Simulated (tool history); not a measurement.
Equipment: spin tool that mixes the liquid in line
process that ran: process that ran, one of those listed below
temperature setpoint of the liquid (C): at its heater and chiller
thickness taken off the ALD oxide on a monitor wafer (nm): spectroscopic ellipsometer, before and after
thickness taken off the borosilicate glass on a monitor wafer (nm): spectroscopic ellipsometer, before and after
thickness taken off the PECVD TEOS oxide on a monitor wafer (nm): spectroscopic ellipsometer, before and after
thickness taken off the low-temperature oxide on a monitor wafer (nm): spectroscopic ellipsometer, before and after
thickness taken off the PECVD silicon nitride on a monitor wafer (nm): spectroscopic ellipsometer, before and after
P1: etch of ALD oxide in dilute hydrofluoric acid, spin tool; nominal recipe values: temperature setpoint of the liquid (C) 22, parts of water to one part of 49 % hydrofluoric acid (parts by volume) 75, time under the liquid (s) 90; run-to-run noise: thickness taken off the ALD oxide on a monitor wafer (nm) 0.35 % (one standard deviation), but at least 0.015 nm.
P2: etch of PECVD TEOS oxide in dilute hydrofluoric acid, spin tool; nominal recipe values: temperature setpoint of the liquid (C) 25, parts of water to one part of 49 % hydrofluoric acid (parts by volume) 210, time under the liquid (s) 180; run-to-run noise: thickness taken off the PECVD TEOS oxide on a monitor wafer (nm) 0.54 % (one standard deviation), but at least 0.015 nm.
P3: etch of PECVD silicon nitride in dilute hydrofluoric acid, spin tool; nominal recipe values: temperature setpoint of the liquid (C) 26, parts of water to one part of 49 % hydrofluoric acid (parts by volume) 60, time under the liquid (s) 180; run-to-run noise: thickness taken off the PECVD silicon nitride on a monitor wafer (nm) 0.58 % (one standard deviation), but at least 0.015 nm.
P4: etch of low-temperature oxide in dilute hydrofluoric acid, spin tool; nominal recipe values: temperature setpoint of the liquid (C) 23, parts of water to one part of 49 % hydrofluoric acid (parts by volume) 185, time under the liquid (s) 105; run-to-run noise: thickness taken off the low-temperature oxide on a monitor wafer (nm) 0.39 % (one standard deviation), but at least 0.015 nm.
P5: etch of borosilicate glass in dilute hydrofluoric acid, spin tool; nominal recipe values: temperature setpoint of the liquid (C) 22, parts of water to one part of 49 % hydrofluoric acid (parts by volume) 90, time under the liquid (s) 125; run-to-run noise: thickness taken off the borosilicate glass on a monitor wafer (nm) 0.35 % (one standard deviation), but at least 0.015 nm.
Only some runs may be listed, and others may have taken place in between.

| run | hour | process that ran | temperature setpoint of the liquid (C) | parts of water to one part of 49 % hydrofluoric acid (parts by volume) | time under the liquid (s) | hours since the thermometer was replaced | hours since the hydrofluoric acid flow meter was replaced | thickness taken off the ALD oxide on a monitor wafer (nm) | thickness taken off the borosilicate glass on a monitor wafer (nm) | thickness taken off the PECVD TEOS oxide on a monitor wafer (nm) | thickness taken off the low-temperature oxide on a monitor wafer (nm) | thickness taken off the PECVD silicon nitride on a monitor wafer (nm) |
|---|---|---|---|---|---|---|---|---|---|---|---|---|
| 1 | 3.9 | P1 | 22 | 75 | 90 | 376.5 | 623.1 | 19.748 |  |  |  |  |
| 2 | 8 | P5 | 22 | 90 | 125 | 380.6 | 627.2 |  | 35.061 |  |  |  |
| 3 | 12.6 | P1 | 22 | 75 | 90 | 385.2 | 631.8 | 19.844 |  |  |  |  |
| 4 | 17.8 | P2 | 25 | 210 | 80 | 390.4 | 637 |  |  | 3.0428 |  |  |
| 5 | 23.2 | P1 | 22 | 75 | 90 | 395.8 | 642.4 | 20.001 |  |  |  |  |
| 6 | 27 | P2 | 25 | 210 | 180 | 399.6 | 646.2 |  |  | 6.831 |  |  |
| 7 | 30.1 | P1 | 22 | 120 | 90 | 402.7 | 649.3 | 11.868 |  |  |  |  |
| 8 | 34.9 | P2 | 25 | 210 | 180 | 407.5 | 654.1 |  |  | 6.8337 |  |  |
| 9 | 37.5 | P5 | 22 | 25 | 125 | 410.1 | 656.7 |  | 137.78 |  |  |  |
| 10 | 40.6 | P1 | 17 | 75 | 90 | 413.2 | 659.8 | 16.156 |  |  |  |  |
| 11 | 43.3 | P1 | 22 | 75 | 90 | 415.9 | 662.5 | 19.821 |  |  |  |  |
| 12 | 46.4 | P4 | 23 | 70 | 105 | 419 | 665.6 |  |  |  | 40.132 |  |
| 13 | 52.1 | P1 | 22 | 75 | 90 | 424.7 | 671.3 | 20.027 |  |  |  |  |
| 14 | 55.6 | P4 | 23 | 185 | 15 | 428.2 | 674.8 |  |  |  | 1.8726 |  |
| 15 | 59.9 | P3 | 34 | 60 | 180 | 432.5 | 679.1 |  |  |  |  | 19.196 |
| 16 | 63.7 | P5 | 17 | 90 | 125 | 436.3 | 682.9 |  | 28.538 |  |  |  |
| 17 | 67.8 | P4 | 23 | 185 | 105 | 440.4 | 687 |  |  |  | 13.214 |  |
| 18 | 70.9 | P3 | 26 | 60 | 15 | 443.5 | 690.1 |  |  |  |  | 0.95663 |
| 19 | 73.9 | P4 | 17 | 185 | 105 | 446.5 | 693.1 |  |  |  | 10.498 |  |
| 20 | 78.2 | P1 | 22 | 75 | 45 | 450.8 | 697.4 | 9.9302 |  |  |  |  |
| 21 | 81 | P3 | 26 | 30 | 180 | 453.6 | 700.2 |  |  |  |  | 22.64 |
| 22 | 83.7 | P5 | 22 | 90 | 15 | 456.3 | 702.9 |  | 4.2037 |  |  |  |
| 23 | 86.8 | P2 | 25 | 45 | 180 | 459.4 | 706 |  |  | 39.544 |  |  |
| 24 | 91.2 | P1 | 29.5 | 75 | 90 | 463.8 | 710.4 | 26.662 |  |  |  |  |
| 25 | 96.6 | P1 | 22 | 110 | 175 | 469.2 | 715.8 | 25.493 |  |  |  |  |
| 26 | 102 | P1 | 22 | 75 | 160 | 474.6 | 721.2 | 35.36 |  |  |  |  |
| 27 | 104.6 | P1 | 22 | 75 | 90 | 477.2 | 723.8 | 20.047 |  |  |  |  |
| 28 | 109.3 | P1 | 29.5 | 75 | 180 | 481.9 | 728.5 | 53.594 |  |  |  |  |
| 29 | 113.6 | P3 | 26 | 60 | 180 | 486.2 | 732.8 |  |  |  |  | 11.316 |
| 30 | 117.5 | P1 | 22 | 75 | 90 | 490.1 | 736.7 | 19.802 |  |  |  |  |
| 31 | 122.8 | P1 | 22 | 40 | 90 | 495.4 | 742 | 39.008 |  |  |  |  |
| 32 | 128.4 | P2 | 17.5 | 210 | 180 | 501 | 747.6 |  |  | 5.1389 |  |  |
| 33 | 133 | P1 | 22 | 75 | 90 | 505.6 | 752.2 | 19.981 |  |  |  |  |
| 34 | 136.9 | P1 | 22 | 75 | 90 | 509.5 | 756.1 | 20.844 |  |  |  |  |
| 35 | 141.6 | P1 | 22 | 75 | 90 | 514.2 | 760.8 | 21.042 |  |  |  |  |
| 36 | 144.2 | P1 | 22 | 75 | 90 | 516.8 | 763.4 | 21.355 |  |  |  |  |
| 37 | 148.3 | P1 | 22 | 75 | 90 | 520.9 | 767.5 | 21.402 |  |  |  |  |
| 38 | 150.9 | P1 | 22 | 75 | 90 | 523.5 | 770.1 | 21.708 |  |  |  |  |
| 39 | 156.7 | P1 | 22 | 75 | 90 | 529.3 | 775.9 | 21.891 |  |  |  |  |
| 40 | 162.4 | P1 | 22 | 75 | 90 | 535 | 781.6 | 21.697 |  |  |  |  |

What P1 gives has crept off from where it sat before. The 2 causes that follow fit the log equally well, each at the size noted:
A: liquid hotter than its thermometer reads (K) = 2.19
B: hydrofluoric acid flow above the setpoint (%) = 8.52
At approximately hour 133, the process output began to creep.

Which of the 4 check runs listed below, each an average over 3 wafers with its results shown as question marks, gives clearly different results under the different listed causes?
| check 1 | 168.1 | P3 | 31 | 60 | 15 |  |  |  |  |  |  | ? |
| check 2 | 168.1 | P4 | 18 | 185 | 15 |  |  |  |  |  | ? |  |
| check 3 | 168.1 | P5 | 19 | 90 | 35 |  |  |  | ? |  |  |  |
| check 4 | 168.1 | P2 | 25 | 50 | 180 |  |  |  |  | ? |  |  |

If the cause were each of the candidates in turn, the checks would give the following:
| check | result | if A | if B |
|---|---|---|---|
| check 1 | thickness taken off the PECVD silicon nitride on a monitor wafer (nm) | 1.5049 | 1.4217 |
| check 2 | thickness taken off the low-temperature oxide on a monitor wafer (nm) | 1.6911 | 1.7073 |
| check 3 | thickness taken off the borosilicate glass on a monitor wafer (nm) | 9.5334 | 9.526 |
| check 4 | thickness taken off the PECVD TEOS oxide on a monitor wafer (nm) | 38.207 | 38.152 |
Minimum pairwise separation of causes per check, each pair taken at its best-separating result: check 1 5.69 %; check 2 0.95 %; check 3 0.08 %; check 4 0.14 %
Only in check 1 would the causes give clearly different results; in the remaining checks their results would be nearly the same.

Then check 1 was run and gave: thickness taken off the PECVD silicon nitride on a monitor wafer (nm) 1.5246. Which cause is it?

It is A: liquid hotter than its thermometer reads (K).
